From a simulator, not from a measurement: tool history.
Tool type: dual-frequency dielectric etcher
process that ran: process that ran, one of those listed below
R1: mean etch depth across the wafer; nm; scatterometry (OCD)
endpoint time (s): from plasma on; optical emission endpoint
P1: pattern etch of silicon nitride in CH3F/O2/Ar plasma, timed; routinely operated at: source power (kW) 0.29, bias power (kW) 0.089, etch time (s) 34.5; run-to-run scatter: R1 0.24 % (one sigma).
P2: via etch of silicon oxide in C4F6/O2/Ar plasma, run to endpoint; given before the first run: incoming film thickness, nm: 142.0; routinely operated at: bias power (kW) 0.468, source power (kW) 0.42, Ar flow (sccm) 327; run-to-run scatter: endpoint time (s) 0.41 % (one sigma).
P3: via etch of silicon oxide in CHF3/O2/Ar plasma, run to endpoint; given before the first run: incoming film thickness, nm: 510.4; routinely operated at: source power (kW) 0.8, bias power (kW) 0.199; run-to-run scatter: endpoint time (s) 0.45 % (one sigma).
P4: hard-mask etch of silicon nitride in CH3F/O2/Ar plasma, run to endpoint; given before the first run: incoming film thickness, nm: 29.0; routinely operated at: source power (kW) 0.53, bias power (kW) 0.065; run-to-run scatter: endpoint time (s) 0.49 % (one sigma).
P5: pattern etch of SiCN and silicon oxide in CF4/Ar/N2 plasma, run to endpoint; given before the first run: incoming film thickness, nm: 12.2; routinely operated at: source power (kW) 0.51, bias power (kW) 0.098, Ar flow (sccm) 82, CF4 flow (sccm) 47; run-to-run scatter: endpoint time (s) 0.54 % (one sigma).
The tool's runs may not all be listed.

run 1 day=0.508 | process_that_ran=P1 source_power_(kW)=0.29 bias_power_(kW)=0.089 etch_time_(s)=34.5 | R1=22.971
run 2 day=1 | process_that_ran=P5 source_power_(kW)=0.51 bias_power_(kW)=0.098 Ar_flow_(sccm)=82 CF4_flow_(sccm)=47 | endpoint_time_(s)=11.594
run 3 day=1.579 | process_that_ran=P1 source_power_(kW)=0.29 bias_power_(kW)=0.089 etch_time_(s)=34.5 | R1=23.043
run 4 day=2.125 | process_that_ran=P2 source_power_(kW)=0.42 bias_power_(kW)=0.468 Ar_flow_(sccm)=327 | endpoint_time_(s)=32.357
run 5 day=2.608 | process_that_ran=P3 source_power_(kW)=0.8 bias_power_(kW)=0.199 | endpoint_time_(s)=225.39
run 6 day=3.238 | process_that_ran=P5 source_power_(kW)=0.51 bias_power_(kW)=0.098 Ar_flow_(sccm)=82 CF4_flow_(sccm)=66 | endpoint_time_(s)=11.176
run 7 day=3.712 | process_that_ran=P4 source_power_(kW)=0.66 bias_power_(kW)=0.065 | endpoint_time_(s)=34.739
run 8 day=4.392 | process_that_ran=P1 source_power_(kW)=0.29 bias_power_(kW)=0.089 etch_time_(s)=24.5 | R1=16.258
run 9 day=4.754 | process_that_ran=P5 source_power_(kW)=0.51 bias_power_(kW)=0.129 Ar_flow_(sccm)=82 CF4_flow_(sccm)=47 | endpoint_time_(s)=10.567
run 10 day=5.367 | process_that_ran=P4 source_power_(kW)=0.53 bias_power_(kW)=0.065 | endpoint_time_(s)=37.42
run 11 day=5.858 | process_that_ran=P4 source_power_(kW)=0.53 bias_power_(kW)=0.079 | endpoint_time_(s)=35.535
run 12 day=6.325 | process_that_ran=P4 source_power_(kW)=0.53 bias_power_(kW)=0.065 | endpoint_time_(s)=38.14
run 13 day=6.892 | process_that_ran=P5 source_power_(kW)=0.68 bias_power_(kW)=0.098 Ar_flow_(sccm)=82 CF4_flow_(sccm)=47 | endpoint_time_(s)=8.9652
run 14 day=7.442 | process_that_ran=P1 source_power_(kW)=0.39 bias_power_(kW)=0.089 etch_time_(s)=34.5 | R1=25.687
run 15 day=8.079 | process_that_ran=P1 source_power_(kW)=0.29 bias_power_(kW)=0.089 etch_time_(s)=34.5 | R1=22.908
run 16 day=8.662 | process_that_ran=P2 source_power_(kW)=0.42 bias_power_(kW)=0.468 Ar_flow_(sccm)=417 | endpoint_time_(s)=33.311
run 17 day=8.958 | process_that_ran=P5 source_power_(kW)=0.51 bias_power_(kW)=0.098 Ar_flow_(sccm)=103 CF4_flow_(sccm)=47 | endpoint_time_(s)=12.127
run 18 day=9.371 | process_that_ran=P2 source_power_(kW)=0.42 bias_power_(kW)=0.612 Ar_flow_(sccm)=327 | endpoint_time_(s)=29.221
run 19 day=9.917 | process_that_ran=P1 source_power_(kW)=0.29 bias_power_(kW)=0.116 etch_time_(s)=23.5 | R1=17.239
run 20 day=10.238 | process_that_ran=P3 source_power_(kW)=0.8 bias_power_(kW)=0.134 | endpoint_time_(s)=254.85
run 21 day=10.617 | process_that_ran=P1 source_power_(kW)=0.29 bias_power_(kW)=0.089 etch_time_(s)=44 | R1=29.288
run 22 day=10.954 | process_that_ran=P1 source_power_(kW)=0.22 bias_power_(kW)=0.089 etch_time_(s)=34.5 | R1=20.8
run 23 day=11.321 | process_that_ran=P2 source_power_(kW)=0.26 bias_power_(kW)=0.468 Ar_flow_(sccm)=327 | endpoint_time_(s)=38.689
run 24 day=11.754 | process_that_ran=P1 source_power_(kW)=0.29 bias_power_(kW)=0.073 etch_time_(s)=34.5 | R1=21.395
run 25 day=12.325 | process_that_ran=P3 source_power_(kW)=0.52 bias_power_(kW)=0.199 | endpoint_time_(s)=266.35
run 26 day=12.812 | process_that_ran=P1 source_power_(kW)=0.29 bias_power_(kW)=0.123 etch_time_(s)=19 | R1=14.274
run 27 day=13.321 | process_that_ran=P1 source_power_(kW)=0.29 bias_power_(kW)=0.089 etch_time_(s)=34.5 | R1=22.933
run 28 day=13.879 | process_that_ran=P1 source_power_(kW)=0.29 bias_power_(kW)=0.108 etch_time_(s)=34.5 | R1=24.597
run 29 day=14.188 | process_that_ran=P1 source_power_(kW)=0.29 bias_power_(kW)=0.089 etch_time_(s)=34.5 | R1=22.868
run 30 day=14.75 | process_that_ran=P1 source_power_(kW)=0.29 bias_power_(kW)=0.089 etch_time_(s)=34.5 | R1=22.717
run 31 day=15.35 | process_that_ran=P1 source_power_(kW)=0.29 bias_power_(kW)=0.089 etch_time_(s)=34.5 | R1=22.71
run 32 day=15.683 | process_that_ran=P1 source_power_(kW)=0.29 bias_power_(kW)=0.089 etch_time_(s)=34.5 | R1=22.626
run 33 day=16.333 | process_that_ran=P1 source_power_(kW)=0.29 bias_power_(kW)=0.089 etch_time_(s)=34.5 | R1=22.718
-- day=16.354 wet clean of the chamber
run 34 day=16.971 | process_that_ran=P1 source_power_(kW)=0.29 bias_power_(kW)=0.089 etch_time_(s)=34.5 | R1=22.469
run 35 day=17.617 | process_that_ran=P1 source_power_(kW)=0.29 bias_power_(kW)=0.089 etch_time_(s)=34.5 | R1=22.602
run 36 day=17.942 | process_that_ran=P1 source_power_(kW)=0.29 bias_power_(kW)=0.089 etch_time_(s)=34.5 | R1=22.641

The log shows P1 creeping away from where it was. Any of the 2 causes listed here, at the size stated for it, fits the log just as well as the others:
A: source power that arrives under what is set, % = 3.99
B: bias power that arrives under what is set, % = 4.06
The gradual shift began around day 14.188.
Why every other cause is out:
chamber walls in a state that lowers the etch rate, %: serviced at day 16.354, after the drift had started, without restoring the earlier output

Which of the 4 check runs listed below, each an average over 5 wafers with its results shown as question marks, gives clearly different results under the different listed causes?
run check 1 day=18.267 | process_that_ran=P4 source_power_(kW)=0.53 bias_power_(kW)=0.065 | endpoint_time_(s)=?
run check 2 day=18.267 | process_that_ran=P2 source_power_(kW)=0.42 bias_power_(kW)=0.468 Ar_flow_(sccm)=327 | endpoint_time_(s)=?
run check 3 day=18.267 | process_that_ran=P5 source_power_(kW)=0.51 bias_power_(kW)=0.098 Ar_flow_(sccm)=82 CF4_flow_(sccm)=47 | endpoint_time_(s)=?
run check 4 day=18.267 | process_that_ran=P3 source_power_(kW)=0.8 bias_power_(kW)=0.199 | endpoint_time_(s)=?

Predicted outcomes, by check and by cause:
check=check_1 result=endpoint_time_(s) if_A=38.234 if_B=38.15
check=check_2 result=endpoint_time_(s) if_A=32.937 if_B=32.944
check=check_3 result=endpoint_time_(s) if_A=12.114 if_B=11.87
check=check_4 result=endpoint_time_(s) if_A=228.69 if_B=228.3
Gap, in per cent, between the two causes that each check separates least, read from the result that separates them most: check 1 0.22 %; check 2 0.02 %; check 3 2.04 %; check 4 0.17 %
Check 3 is the one run that separates the causes; every other check would come out nearly the same whichever cause is at work.

Check 3 was carried out, with these results: endpoint time (s) 11.84. Which of the listed causes is responsible?

The cause is B: bias power that arrives under what is set, %.

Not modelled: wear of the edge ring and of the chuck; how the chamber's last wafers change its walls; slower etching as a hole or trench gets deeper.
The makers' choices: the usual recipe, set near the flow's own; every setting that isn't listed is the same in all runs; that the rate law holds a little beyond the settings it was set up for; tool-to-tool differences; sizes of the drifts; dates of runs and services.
